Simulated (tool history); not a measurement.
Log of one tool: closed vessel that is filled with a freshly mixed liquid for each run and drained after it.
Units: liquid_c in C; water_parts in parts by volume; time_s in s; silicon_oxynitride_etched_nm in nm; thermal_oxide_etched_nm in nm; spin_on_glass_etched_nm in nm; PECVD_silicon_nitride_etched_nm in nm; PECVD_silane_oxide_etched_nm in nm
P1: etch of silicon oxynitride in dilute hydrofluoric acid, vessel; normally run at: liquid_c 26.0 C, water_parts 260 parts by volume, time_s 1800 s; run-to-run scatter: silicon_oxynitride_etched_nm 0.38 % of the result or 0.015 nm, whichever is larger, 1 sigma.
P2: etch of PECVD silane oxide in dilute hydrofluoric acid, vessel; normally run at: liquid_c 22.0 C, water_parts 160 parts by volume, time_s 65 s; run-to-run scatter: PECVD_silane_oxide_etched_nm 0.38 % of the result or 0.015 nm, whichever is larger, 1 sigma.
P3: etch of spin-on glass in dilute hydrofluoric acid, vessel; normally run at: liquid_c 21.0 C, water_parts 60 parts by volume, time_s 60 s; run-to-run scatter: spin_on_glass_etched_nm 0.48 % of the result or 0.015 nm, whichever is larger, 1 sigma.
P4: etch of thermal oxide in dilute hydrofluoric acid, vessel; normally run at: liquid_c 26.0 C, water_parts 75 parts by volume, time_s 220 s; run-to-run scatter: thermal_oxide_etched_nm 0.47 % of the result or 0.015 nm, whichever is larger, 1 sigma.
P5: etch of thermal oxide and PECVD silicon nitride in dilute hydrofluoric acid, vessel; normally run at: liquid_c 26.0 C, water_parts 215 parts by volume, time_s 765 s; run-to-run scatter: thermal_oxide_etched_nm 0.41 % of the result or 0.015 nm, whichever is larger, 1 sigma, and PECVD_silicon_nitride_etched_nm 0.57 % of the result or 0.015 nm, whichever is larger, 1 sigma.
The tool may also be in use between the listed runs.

run,hour,process,liquid_c,water_parts,time_s,hours since the thermometer was replaced,hours since the hydrofluoric acid flow meter was replaced,silicon_oxynitride_etched_nm,thermal_oxide_etched_nm,spin_on_glass_etched_nm,PECVD_silicon_nitride_etched_nm,PECVD_silane_oxide_etched_nm
1,11.7,P1,26.0,260,1800,529.1,1380.3,18.478,,,,
2,22.4,P1,26.0,115,1800,539.8,1391.0,47.210,,,,
3,29.3,P1,26.0,415,1800,546.7,1397.9,10.410,,,,
4,42.1,P1,26.0,260,370,559.5,1410.7,3.805,,,,
5,49.7,P1,33.5,260,1800,567.1,1418.3,25.331,,,,
6,63.7,P1,18.5,260,3290,581.1,1432.3,24.238,,,,
7,70.9,P1,26.0,260,3255,588.3,1439.5,33.642,,,,
8,80.6,P4,26.0,75,220,598.0,1449.2,,15.2470,,,
9,90.1,P1,26.0,260,1800,607.5,1458.7,18.561,,,,
10,100.0,P3,29.5,60,60,617.4,1468.6,,,44.011,,
11,108.5,P5,26.0,215,1435,625.9,1477.1,,28.9640,,13.4880,
12,118.0,P2,22.0,160,125,635.4,1486.6,,,,,32.077
13,130.2,P5,26.0,215,765,647.6,1498.8,,15.4730,,7.2080,
14,137.9,P3,21.0,20,60,655.3,1506.5,,,99.176,,
15,148.2,P1,26.0,350,3505,665.6,1516.8,25.303,,,,
16,157.0,P3,21.0,60,60,674.4,1525.6,,,31.528,,
17,170.9,P2,22.0,65,65,688.3,1539.5,,,,,45.817
18,179.8,P5,26.0,315,765,697.2,1548.4,,9.5054,,4.9400,
19,189.5,P4,26.0,40,220,706.9,1558.1,,30.1810,,,
20,202.0,P5,26.0,215,765,719.4,1570.6,,15.5060,,7.2368,
21,213.0,P2,28.0,160,65,730.4,1581.6,,,,,20.737
22,224.8,P3,21.0,60,30,742.2,1593.4,,,15.712,,
23,236.6,P4,18.0,75,220,754.0,1605.2,,11.0000,,,
24,249.7,P5,31.0,215,765,767.1,1618.3,,18.2490,,9.8207,
25,257.3,P2,22.0,160,65,774.7,1625.9,,,,,16.669
26,269.2,P1,32.5,260,3030,786.6,1637.8,40.679,,,,
27,277.7,P1,26.0,260,1800,795.1,1646.3,18.500,,,,
28,288.9,P1,18.0,260,1800,806.3,1657.5,13.094,,,,
29,301.8,P2,22.0,160,65,819.2,1670.4,,,,,16.650
30,313.4,P4,26.0,75,425,830.8,1682.0,,29.3690,,,
31,319.6,P1,26.0,260,1800,837.0,1688.2,18.578,,,,
32,332.5,P1,26.0,260,1800,849.9,1701.1,18.464,,,,
33,341.2,P1,26.0,260,1800,858.6,1709.8,17.844,,,,
34,350.4,P1,26.0,260,1800,867.8,1719.0,17.307,,,,
35,361.4,P1,26.0,260,1800,878.8,1730.0,17.215,,,,
36,373.9,P1,26.0,260,1800,891.3,1742.5,16.982,,,,
37,379.9,P1,26.0,260,1800,897.3,1748.5,16.858,,,,
38,390.8,P1,26.0,260,1800,908.2,1759.4,16.858,,,,
39,398.4,P1,26.0,260,1800,915.8,1767.0,16.717,,,,
40,411.2,P1,26.0,260,1800,928.6,1779.8,16.892,,,,

What P1 gives has crept away from where it was. These 2 causes fit the log equally well, each at the size given:
A: hydrofluoric acid flow below the setpoint (%) = 8.07
B: liquid colder than its thermometer reads (K) = 2.37
The creep began at about hour 332.5.

4 check runs are offered, one wafer each, their results left as question marks. Which one tells the causes apart?
check 1,424.0,P2,22.0,160,65,,,,,,,?
check 2,424.0,P3,21.0,60,60,,,,,?,,
check 3,424.0,P4,26.0,75,220,,,,?,,,
check 4,424.0,P5,26.0,215,765,,,,?,,?,

What each check would give under each cause:
check,result,if A,if B
check 1,PECVD_silane_oxide_etched_nm,15.078,15.171
check 2,spin_on_glass_etched_nm,28.564,28.293
check 3,thermal_oxide_etched_nm,13.9440,13.9140
check 4,thermal_oxide_etched_nm,13.9160,14.1800
check 4,PECVD_silicon_nitride_etched_nm,6.6529,6.2423
How far apart the two closest causes lie, in the result that separates them most: check 1 0.62 %; check 2 0.95 %; check 3 0.21 %; check 4 6.37 %
Check 4 tells the causes apart: in the others they would give nearly the same result.

Then check 4 was run and gave: thermal_oxide_etched_nm 13.8910 nm; PECVD_silicon_nitride_etched_nm 6.6694 nm. Which cause is it?

It is A: hydrofluoric acid flow below the setpoint (%).
